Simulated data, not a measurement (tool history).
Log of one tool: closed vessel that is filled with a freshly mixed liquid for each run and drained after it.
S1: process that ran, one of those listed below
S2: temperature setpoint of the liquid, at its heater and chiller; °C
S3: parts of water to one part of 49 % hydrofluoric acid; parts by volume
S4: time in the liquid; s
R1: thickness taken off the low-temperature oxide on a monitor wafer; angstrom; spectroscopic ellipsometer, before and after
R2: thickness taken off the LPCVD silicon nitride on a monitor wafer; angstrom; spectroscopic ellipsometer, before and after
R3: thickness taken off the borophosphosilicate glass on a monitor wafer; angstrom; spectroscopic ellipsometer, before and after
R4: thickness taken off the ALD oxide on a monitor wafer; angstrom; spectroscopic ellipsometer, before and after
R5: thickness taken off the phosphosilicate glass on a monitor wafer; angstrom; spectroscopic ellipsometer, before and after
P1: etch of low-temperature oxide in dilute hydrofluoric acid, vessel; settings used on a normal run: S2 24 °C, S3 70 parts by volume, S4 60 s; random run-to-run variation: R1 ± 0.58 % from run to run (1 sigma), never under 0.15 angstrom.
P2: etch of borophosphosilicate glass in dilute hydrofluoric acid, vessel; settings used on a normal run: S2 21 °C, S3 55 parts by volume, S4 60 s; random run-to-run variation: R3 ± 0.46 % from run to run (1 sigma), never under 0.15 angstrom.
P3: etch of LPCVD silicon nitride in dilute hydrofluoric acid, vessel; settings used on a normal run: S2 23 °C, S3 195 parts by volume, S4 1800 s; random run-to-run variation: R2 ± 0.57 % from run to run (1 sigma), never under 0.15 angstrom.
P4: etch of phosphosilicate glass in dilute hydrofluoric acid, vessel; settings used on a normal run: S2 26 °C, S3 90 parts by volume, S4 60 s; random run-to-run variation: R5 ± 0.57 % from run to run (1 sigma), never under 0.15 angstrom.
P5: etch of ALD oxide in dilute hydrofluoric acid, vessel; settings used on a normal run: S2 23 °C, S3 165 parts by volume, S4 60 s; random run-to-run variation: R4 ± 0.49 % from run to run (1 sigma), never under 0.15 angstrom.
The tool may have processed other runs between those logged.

Run 1, hour 12.7: S1 P1, S2 24 °C, S3 70 parts by volume, S4 60 s. Result: R1 315.82 angstrom.
Run 2, hour 28.7: S1 P1, S2 28.5 °C, S3 70 parts by volume, S4 60 s. Result: R1 375.4 angstrom.
Run 3, hour 40.6: S1 P1, S2 24 °C, S3 70 parts by volume, S4 60 s. Result: R1 314.12 angstrom.
Run 4, hour 54.8: S1 P3, S2 23 °C, S3 195 parts by volume, S4 3485 s. Result: R2 88.624 angstrom.
Run 5, hour 62.8: S1 P1, S2 24 °C, S3 70 parts by volume, S4 105 s. Result: R1 547.99 angstrom.
Run 6, hour 75.3: S1 P1, S2 17 °C, S3 70 parts by volume, S4 95 s. Result: R1 375.79 angstrom.
Run 7, hour 86.9: S1 P3, S2 23 °C, S3 30 parts by volume, S4 1800 s. Result: R2 285.69 angstrom.
Run 8, hour 97.9: S1 P1, S2 24 °C, S3 70 parts by volume, S4 60 s. Result: R1 317.65 angstrom.
Run 9, hour 110.2: S1 P2, S2 21 °C, S3 20 parts by volume, S4 60 s. Result: R3 1631.3 angstrom.
Run 10, hour 121.1: S1 P3, S2 23 °C, S3 195 parts by volume, S4 1800 s. Result: R2 45.642 angstrom.
Run 11, hour 134.9: S1 P5, S2 23 °C, S3 165 parts by volume, S4 60 s. Result: R4 104.39 angstrom.
Run 12, hour 142.5: S1 P2, S2 21 °C, S3 55 parts by volume, S4 110 s. Result: R3 1044 angstrom.
Run 13, hour 150.7: S1 P4, S2 30.5 °C, S3 90 parts by volume, S4 60 s. Result: R5 540.61 angstrom.
Run 14, hour 160.3: S1 P1, S2 24 °C, S3 115 parts by volume, S4 60 s. Result: R1 181.74 angstrom.
Run 15, hour 174.5: S1 P3, S2 30 °C, S3 195 parts by volume, S4 1800 s. Result: R2 70.511 angstrom.
Run 16, hour 182.6: S1 P5, S2 23 °C, S3 165 parts by volume, S4 110 s. Result: R4 192.28 angstrom.
Run 17, hour 192.6: S1 P4, S2 26 °C, S3 90 parts by volume, S4 60 s. Result: R5 450.57 angstrom.
Run 18, hour 206.2: S1 P4, S2 26 °C, S3 30 parts by volume, S4 60 s. Result: R5 1479.9 angstrom.
Run 19, hour 219.6: S1 P1, S2 30 °C, S3 70 parts by volume, S4 115 s. Result: R1 764.36 angstrom.
Run 20, hour 227.7: S1 P1, S2 24 °C, S3 70 parts by volume, S4 60 s. Result: R1 317.95 angstrom.
Run 21, hour 236.3: S1 P2, S2 21 °C, S3 55 parts by volume, S4 60 s. Result: R3 567.48 angstrom.
Run 22, hour 251: S1 P3, S2 23 °C, S3 195 parts by volume, S4 1800 s. Result: R2 45.781 angstrom.
Run 23, hour 266.5: S1 P5, S2 29.5 °C, S3 165 parts by volume, S4 60 s. Result: R4 131.94 angstrom.
Run 24, hour 274.5: S1 P1, S2 18.5 °C, S3 70 parts by volume, S4 60 s. Result: R1 252.08 angstrom.
Run 25, hour 288.9: S1 P4, S2 26 °C, S3 90 parts by volume, S4 60 s. Result: R5 458.57 angstrom.
Run 26, hour 299.1: S1 P1, S2 24 °C, S3 70 parts by volume, S4 30 s. Result: R1 159.11 angstrom.
Run 27, hour 315.8: S1 P2, S2 17 °C, S3 55 parts by volume, S4 60 s. Result: R3 479.63 angstrom.
Run 28, hour 331.7: S1 P1, S2 24 °C, S3 45 parts by volume, S4 60 s. Result: R1 508.4 angstrom.
Run 29, hour 347.3: S1 P5, S2 23 °C, S3 45 parts by volume, S4 60 s. Result: R4 440.18 angstrom.
Run 30, hour 356.8: S1 P4, S2 26 °C, S3 90 parts by volume, S4 30 s. Result: R5 228.52 angstrom.
Run 31, hour 370.4: S1 P1, S2 28 °C, S3 110 parts by volume, S4 60 s. Result: R1 222.69 angstrom.
Run 32, hour 386: S1 P1, S2 24 °C, S3 70 parts by volume, S4 60 s. Result: R1 316.13 angstrom.
Run 33, hour 400.4: S1 P1, S2 24 °C, S3 70 parts by volume, S4 60 s. Result: R1 317.53 angstrom.
Run 34, hour 410.6: S1 P1, S2 24 °C, S3 70 parts by volume, S4 60 s. Result: R1 316.77 angstrom.
Run 35, hour 424.2: S1 P1, S2 24 °C, S3 70 parts by volume, S4 60 s. Result: R1 332.3 angstrom.
Run 36, hour 432: S1 P1, S2 24 °C, S3 70 parts by volume, S4 60 s. Result: R1 333.03 angstrom.
Run 37, hour 445.4: S1 P1, S2 24 °C, S3 70 parts by volume, S4 60 s. Result: R1 340.45 angstrom.
Run 38, hour 456.7: S1 P1, S2 24 °C, S3 70 parts by volume, S4 60 s. Result: R1 340.58 angstrom.
Run 39, hour 466.5: S1 P1, S2 24 °C, S3 70 parts by volume, S4 60 s. Result: R1 342.27 angstrom.
Run 40, hour 476.9: S1 P1, S2 24 °C, S3 70 parts by volume, S4 60 s. Result: R1 344.11 angstrom.
Run 41, hour 491.8: S1 P1, S2 24 °C, S3 70 parts by volume, S4 60 s. Result: R1 346.76 angstrom.
Run 42, hour 499.4: S1 P1, S2 24 °C, S3 70 parts by volume, S4 60 s. Result: R1 349.66 angstrom.

What P1 gives has crept away from where it was. These 2 causes fit the log equally well, each at the size given:
A: liquid hotter than its thermometer reads (K) = 2.29
B: hydrofluoric acid flow above the setpoint (%) = 8.79
The onset of the drift is placed at about hour 410.6.

Which of the 4 check runs listed below separates the causes, so that each cause would produce a clearly different result? Each run uses one wafer, and its results are marked with question marks.
Run check 1, hour 507: S1 P4, S2 29.5 °C, S3 60 parts by volume, S4 60 s. Result: R5 ?.
Run check 2, hour 507: S1 P2, S2 21 °C, S3 20 parts by volume, S4 95 s. Result: R3 ?.
Run check 3, hour 507: S1 P5, S2 23 °C, S3 50 parts by volume, S4 105 s. Result: R4 ?.
Run check 4, hour 507: S1 P3, S2 28 °C, S3 100 parts by volume, S4 1800 s. Result: R2 ?.

If the cause were each of the candidates in turn, the checks would give the following:
  check  result    if A    if B
check 1      R5  885.68  888.36
check 2      R3  2854.2  2821.6
check 3      R4  760.27  756.75
check 4      R2  141.73   133.4
Separation of the two closest causes in each check, using whichever result separates them best: check 1 0.3 %; check 2 1.15 %; check 3 0.46 %; check 4 6.06 %
Of the check runs offered, only check 4 discriminates between the causes; the rest would read about the same regardless of which cause applies.

Check 4 was carried out, with these results: R2 132.9 angstrom. Which of the listed causes is responsible?

It is B: hydrofluoric acid flow above the setpoint (%).
